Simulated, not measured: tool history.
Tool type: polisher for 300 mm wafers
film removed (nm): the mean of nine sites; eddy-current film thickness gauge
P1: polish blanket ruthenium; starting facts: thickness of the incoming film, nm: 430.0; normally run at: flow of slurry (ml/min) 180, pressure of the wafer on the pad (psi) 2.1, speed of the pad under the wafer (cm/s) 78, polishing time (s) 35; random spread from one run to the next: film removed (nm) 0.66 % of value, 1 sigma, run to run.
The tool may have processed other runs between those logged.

run,hour,flow of slurry (ml/min),pressure of the wafer on the pad (psi),speed of the pad under the wafer (cm/s),polishing time (s),wafers polished on this pad,hours since the slurry nozzle was cleaned,hours since the head pressure was calibrated,film removed (nm)
1,12.4,180,2.1,78,35,666,459.2,376.7,37.055
2,22.4,180,2.1,54,18,753,469.2,386.7,13.066
3,35.7,180,2.1,78,35,868,482.5,400.0,36.336
4,51.8,180,2.1,114,35,1008,498.6,416.1,53.561
5,63.7,180,2.1,36,35,1111,510.5,428.0,17.135
6,74.2,120,2.1,78,17,1203,521.0,438.5,16.826
7,88.4,180,2.1,78,35,1326,535.2,452.7,36.657
8,96.4,180,2.1,78,35,1395,543.2,460.7,36.346
# hour 109.2: slurry nozzle cleaned
9,110.7,180,2.1,78,35,1520,1.6,475.0,37.208
10,126.7,180,1.1,44,35,1659,17.6,491.0,10.886
11,141.9,180,2.1,78,21,1791,32.8,506.2,21.942
12,156.6,180,1.1,78,35,1918,47.5,520.9,19.311
13,165.9,180,2.9,78,35,1999,56.8,530.2,50.445
14,175.7,180,2.1,78,35,2084,66.6,540.0,36.982
15,191.8,180,2.1,78,55,2224,82.7,556.1,58.094
16,209.5,285,2.1,78,35,2378,100.4,573.8,38.917
17,226.4,110,2.1,78,35,2525,117.3,590.7,33.238
18,237.1,180,2.1,78,35,2618,128.0,601.4,36.511
19,250.3,180,2.1,78,35,2733,141.2,614.6,35.496
20,266.9,180,2.1,78,35,2877,157.8,631.2,34.811
# hour 278.9: head pressure recalibrated
21,281.3,180,2.1,78,35,3002,172.2,2.4,34.113
22,298.6,180,2.1,78,35,3152,189.5,19.7,33.730
23,307.8,180,2.1,78,35,3232,198.7,28.9,34.056
24,321.4,180,2.1,78,35,3350,212.3,42.5,33.905
25,337.0,180,2.1,78,35,3486,227.9,58.1,33.804

Something has made what P1 gives creep away from where it was; the 2 causes below, each at its own stated size, fit the log equally well:
A: removal rate lost through wear of the pad, % = 8.44
B: slurry flow missing at the pad, % = 38.2
Onset of the creep was near hour 237.1.
What rules out each remaining cause:
head's pressure below its setpoint, %: serviced at hour 278.9, after the change had begun; the process did not return to its earlier output

4 check runs are offered, one wafer each, their results left as question marks. Which one tells the causes apart?
check 1,352.6,180,2.1,36,23,,,,?
check 2,352.6,110,2.1,78,50,,,,?
check 3,352.6,180,2.1,62,52,,,,?
check 4,352.6,180,1.2,78,35,,,,?

Outcome of each check run for each possible cause:
check,result,if A,if B
check 1,film removed (nm),10.239,10.240
check 2,film removed (nm),44.047,41.961
check 3,film removed (nm),39.869,39.870
check 4,film removed (nm),19.292,19.292
Smallest distance between any two causes, each pair judged by its most separating result, in per cent: check 1 0 %; check 2 4.85 %; check 3 0 %; check 4 0 %
The other checks would show nearly matching results whichever cause is true, so check 2 is the only one that separates the causes.

Check 2 was then run and gave: film removed (nm) 44.007. Which cause is it?

A is the cause: removal rate lost through wear of the pad, %.
